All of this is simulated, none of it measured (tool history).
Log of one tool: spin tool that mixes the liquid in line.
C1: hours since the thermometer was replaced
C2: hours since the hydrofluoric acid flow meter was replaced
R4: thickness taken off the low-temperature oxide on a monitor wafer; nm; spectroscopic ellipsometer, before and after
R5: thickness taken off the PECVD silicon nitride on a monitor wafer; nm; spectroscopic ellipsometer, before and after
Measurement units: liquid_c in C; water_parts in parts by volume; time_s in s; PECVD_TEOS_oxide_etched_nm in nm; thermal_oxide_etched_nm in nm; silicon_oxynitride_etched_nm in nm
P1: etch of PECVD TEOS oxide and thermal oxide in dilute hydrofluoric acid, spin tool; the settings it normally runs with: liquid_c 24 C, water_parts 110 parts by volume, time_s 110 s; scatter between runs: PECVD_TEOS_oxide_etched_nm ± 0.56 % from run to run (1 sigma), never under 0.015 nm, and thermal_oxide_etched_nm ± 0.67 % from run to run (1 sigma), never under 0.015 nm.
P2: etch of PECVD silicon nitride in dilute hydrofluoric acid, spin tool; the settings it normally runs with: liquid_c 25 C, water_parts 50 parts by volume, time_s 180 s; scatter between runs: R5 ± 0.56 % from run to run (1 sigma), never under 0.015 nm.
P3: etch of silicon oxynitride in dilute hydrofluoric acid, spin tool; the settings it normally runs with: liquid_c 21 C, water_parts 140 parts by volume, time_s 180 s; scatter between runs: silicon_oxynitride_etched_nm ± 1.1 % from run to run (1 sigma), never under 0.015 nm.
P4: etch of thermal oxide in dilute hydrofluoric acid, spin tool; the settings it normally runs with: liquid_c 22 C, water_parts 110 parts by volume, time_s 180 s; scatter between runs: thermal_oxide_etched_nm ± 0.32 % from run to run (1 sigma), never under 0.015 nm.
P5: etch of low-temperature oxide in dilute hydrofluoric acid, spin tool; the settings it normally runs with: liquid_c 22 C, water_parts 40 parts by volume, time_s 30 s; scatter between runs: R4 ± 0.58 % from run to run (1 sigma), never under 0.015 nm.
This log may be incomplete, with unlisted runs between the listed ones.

run 1 hour=9.2 | process=P1 liquid_c=24 water_parts=110 time_s=110 | C1=871 C2=477.8 | PECVD_TEOS_oxide_etched_nm=12.158 thermal_oxide_etched_nm=4.4692
run 2 hour=22.6 | process=P1 liquid_c=29.5 water_parts=110 time_s=60 | C1=884.4 C2=491.2 | PECVD_TEOS_oxide_etched_nm=8.2896 thermal_oxide_etched_nm=3.0233
run 3 hour=38.2 | process=P1 liquid_c=19.5 water_parts=110 time_s=110 | C1=900 C2=506.8 | PECVD_TEOS_oxide_etched_nm=10.125 thermal_oxide_etched_nm=3.7684
run 4 hour=55.9 | process=P4 liquid_c=22 water_parts=155 time_s=180 | C1=917.7 C2=524.5 | thermal_oxide_etched_nm=4.3862
run 5 hour=69.6 | process=P1 liquid_c=24 water_parts=110 time_s=110 | C1=931.4 C2=538.2 | PECVD_TEOS_oxide_etched_nm=12.2 thermal_oxide_etched_nm=4.4228
run 6 hour=87.2 | process=P1 liquid_c=24 water_parts=110 time_s=110 | C1=949 C2=555.8 | PECVD_TEOS_oxide_etched_nm=12.187 thermal_oxide_etched_nm=4.4636
run 7 hour=101.1 | process=P1 liquid_c=28 water_parts=110 time_s=110 | C1=962.9 C2=569.7 | PECVD_TEOS_oxide_etched_nm=14.265 thermal_oxide_etched_nm=5.1707
run 8 hour=116.6 | process=P3 liquid_c=21 water_parts=140 time_s=70 | C1=978.4 C2=585.2 | silicon_oxynitride_etched_nm=0.90309
run 9 hour=125 | process=P3 liquid_c=21 water_parts=35 time_s=180 | C1=986.8 C2=593.6 | silicon_oxynitride_etched_nm=10.016
run 10 hour=137.5 | process=P5 liquid_c=22 water_parts=40 time_s=15 | C1=999.3 C2=606.1 | R4=13.318
run 11 hour=152.1 | process=P1 liquid_c=24 water_parts=30 time_s=110 | C1=1013.9 C2=620.7 | PECVD_TEOS_oxide_etched_nm=49.778 thermal_oxide_etched_nm=17.958
run 12 hour=169.1 | process=P5 liquid_c=17 water_parts=40 time_s=30 | C1=1030.9 C2=637.7 | R4=21.266
run 13 hour=177.2 | process=P4 liquid_c=22 water_parts=110 time_s=180 | C1=1039 C2=645.8 | thermal_oxide_etched_nm=6.4512
run 14 hour=188.8 | process=P5 liquid_c=22 water_parts=65 time_s=30 | C1=1050.6 C2=657.4 | R4=15.847
run 15 hour=197.8 | process=P3 liquid_c=21 water_parts=140 time_s=180 | C1=1059.6 C2=666.4 | silicon_oxynitride_etched_nm=2.3091
run 16 hour=210.2 | process=P1 liquid_c=24 water_parts=110 time_s=110 | C1=1072 C2=678.8 | PECVD_TEOS_oxide_etched_nm=12.315 thermal_oxide_etched_nm=4.4631
run 17 hour=223.9 | process=P1 liquid_c=24 water_parts=165 time_s=110 | C1=1085.7 C2=692.5 | PECVD_TEOS_oxide_etched_nm=7.6429 thermal_oxide_etched_nm=2.826
run 18 hour=239.5 | process=P1 liquid_c=24 water_parts=110 time_s=15 | C1=1101.3 C2=708.1 | PECVD_TEOS_oxide_etched_nm=1.675 thermal_oxide_etched_nm=0.64075
run 19 hour=254.7 | process=P5 liquid_c=22 water_parts=40 time_s=30 | C1=1116.5 C2=723.3 | R4=26.42
run 20 hour=272.4 | process=P1 liquid_c=31 water_parts=175 time_s=110 | C1=1134.2 C2=741 | PECVD_TEOS_oxide_etched_nm=9.1623 thermal_oxide_etched_nm=3.3592
run 21 hour=286.9 | process=P2 liquid_c=25 water_parts=80 time_s=180 | C1=1148.7 C2=755.5 | R5=9.39
run 22 hour=303.9 | process=P2 liquid_c=25 water_parts=50 time_s=55 | C1=1165.7 C2=772.5 | R5=4.5685
run 23 hour=317.6 | process=P4 liquid_c=27.5 water_parts=110 time_s=180 | C1=1179.4 C2=786.2 | thermal_oxide_etched_nm=8.0805
run 24 hour=329 | process=P1 liquid_c=24 water_parts=110 time_s=110 | C1=1190.8 C2=797.6 | PECVD_TEOS_oxide_etched_nm=12.28 thermal_oxide_etched_nm=4.4423
run 25 hour=340.9 | process=P2 liquid_c=17.5 water_parts=50 time_s=180 | C1=1202.7 C2=809.5 | R5=9.0092
-- hour=354.3 hydrofluoric acid flow meter replaced
run 26 hour=357.1 | process=P1 liquid_c=24 water_parts=110 time_s=215 | C1=1218.9 C2=2.9 | PECVD_TEOS_oxide_etched_nm=23.577 thermal_oxide_etched_nm=8.7172
run 27 hour=365.2 | process=P4 liquid_c=22 water_parts=110 time_s=180 | C1=1227 C2=11 | thermal_oxide_etched_nm=6.4557
run 28 hour=373.2 | process=P1 liquid_c=24 water_parts=110 time_s=110 | C1=1235 C2=19 | PECVD_TEOS_oxide_etched_nm=12.264 thermal_oxide_etched_nm=4.4645
run 29 hour=388.6 | process=P2 liquid_c=25 water_parts=50 time_s=180 | C1=1250.4 C2=34.4 | R5=15.021
run 30 hour=402 | process=P3 liquid_c=21 water_parts=140 time_s=180 | C1=1263.8 C2=47.8 | silicon_oxynitride_etched_nm=2.3681
run 31 hour=415.2 | process=P4 liquid_c=22 water_parts=110 time_s=295 | C1=1277 C2=61 | thermal_oxide_etched_nm=10.645
run 32 hour=433.2 | process=P3 liquid_c=25 water_parts=140 time_s=180 | C1=1295 C2=79 | silicon_oxynitride_etched_nm=2.7858
run 33 hour=446.5 | process=P2 liquid_c=25 water_parts=50 time_s=180 | C1=1308.3 C2=92.3 | R5=15.115
run 34 hour=456.4 | process=P1 liquid_c=24 water_parts=110 time_s=110 | C1=1318.2 C2=102.2 | PECVD_TEOS_oxide_etched_nm=12.271 thermal_oxide_etched_nm=4.4256
run 35 hour=466 | process=P1 liquid_c=24 water_parts=110 time_s=110 | C1=1327.8 C2=111.8 | PECVD_TEOS_oxide_etched_nm=12.084 thermal_oxide_etched_nm=4.3449
run 36 hour=476.3 | process=P1 liquid_c=24 water_parts=110 time_s=110 | C1=1338.1 C2=122.1 | PECVD_TEOS_oxide_etched_nm=11.867 thermal_oxide_etched_nm=4.2367
run 37 hour=487.5 | process=P1 liquid_c=24 water_parts=110 time_s=110 | C1=1349.3 C2=133.3 | PECVD_TEOS_oxide_etched_nm=11.512 thermal_oxide_etched_nm=4.2358
run 38 hour=502.7 | process=P1 liquid_c=24 water_parts=110 time_s=110 | C1=1364.5 C2=148.5 | PECVD_TEOS_oxide_etched_nm=11.435 thermal_oxide_etched_nm=4.1711
run 39 hour=510.9 | process=P1 liquid_c=24 water_parts=110 time_s=110 | C1=1372.7 C2=156.7 | PECVD_TEOS_oxide_etched_nm=11.528 thermal_oxide_etched_nm=4.1761
run 40 hour=527.3 | process=P1 liquid_c=24 water_parts=110 time_s=110 | C1=1389.1 C2=173.1 | PECVD_TEOS_oxide_etched_nm=11.438 thermal_oxide_etched_nm=4.1743
run 41 hour=542.4 | process=P1 liquid_c=24 water_parts=110 time_s=110 | C1=1404.2 C2=188.2 | PECVD_TEOS_oxide_etched_nm=11.321 thermal_oxide_etched_nm=4.1044
run 42 hour=560.2 | process=P1 liquid_c=24 water_parts=110 time_s=110 | C1=1422 C2=206 | PECVD_TEOS_oxide_etched_nm=11.305 thermal_oxide_etched_nm=4.1842
run 43 hour=571.7 | process=P1 liquid_c=24 water_parts=110 time_s=110 | C1=1433.5 C2=217.5 | PECVD_TEOS_oxide_etched_nm=11.229 thermal_oxide_etched_nm=4.139
run 44 hour=584.9 | process=P1 liquid_c=24 water_parts=110 time_s=110 | C1=1446.7 C2=230.7 | PECVD_TEOS_oxide_etched_nm=11.438 thermal_oxide_etched_nm=4.0853

What P1 gives has crept away from where it was. These 2 causes fit the log equally well, each at the size given:
A: hydrofluoric acid flow below the setpoint (%) = 6.79
B: liquid colder than its thermometer reads (K) = 2.02
The onset of the drift is placed at about hour 456.4.

The check runs listed below each take one wafer, and their results are still question marks. Under which run would the listed causes lead to clearly different results?
run check 1 hour=598.1 | process=P5 liquid_c=22 water_parts=60 time_s=30 | R4=?
run check 2 hour=598.1 | process=P4 liquid_c=27 water_parts=150 time_s=180 | thermal_oxide_etched_nm=?
run check 3 hour=598.1 | process=P3 liquid_c=24 water_parts=140 time_s=180 | silicon_oxynitride_etched_nm=?
run check 4 hour=598.1 | process=P2 liquid_c=22 water_parts=50 time_s=180 | R5=?

How each check would come out, cause by cause:
check=check_1 result=R4 if_A=16.026 if_B=15.886
check=check_2 result=thermal_oxide_etched_nm if_A=5.0537 if_B=5.0941
check=check_3 result=silicon_oxynitride_etched_nm if_A=2.503 if_B=2.4642
check=check_4 result=R5 if_A=11.432 if_B=10.652
Gap, in per cent, between the two causes that each check separates least, read from the result that separates them most: check 1 0.88 %; check 2 0.79 %; check 3 1.56 %; check 4 7.07 %
Check 4 is the one run that separates the causes; every other check would come out nearly the same whichever cause is at work.

With check 4 done, the readings were: R5 11.306 nm. Identify which of the listed causes applies.

Of the candidate causes, it is A: hydrofluoric acid flow below the setpoint (%).
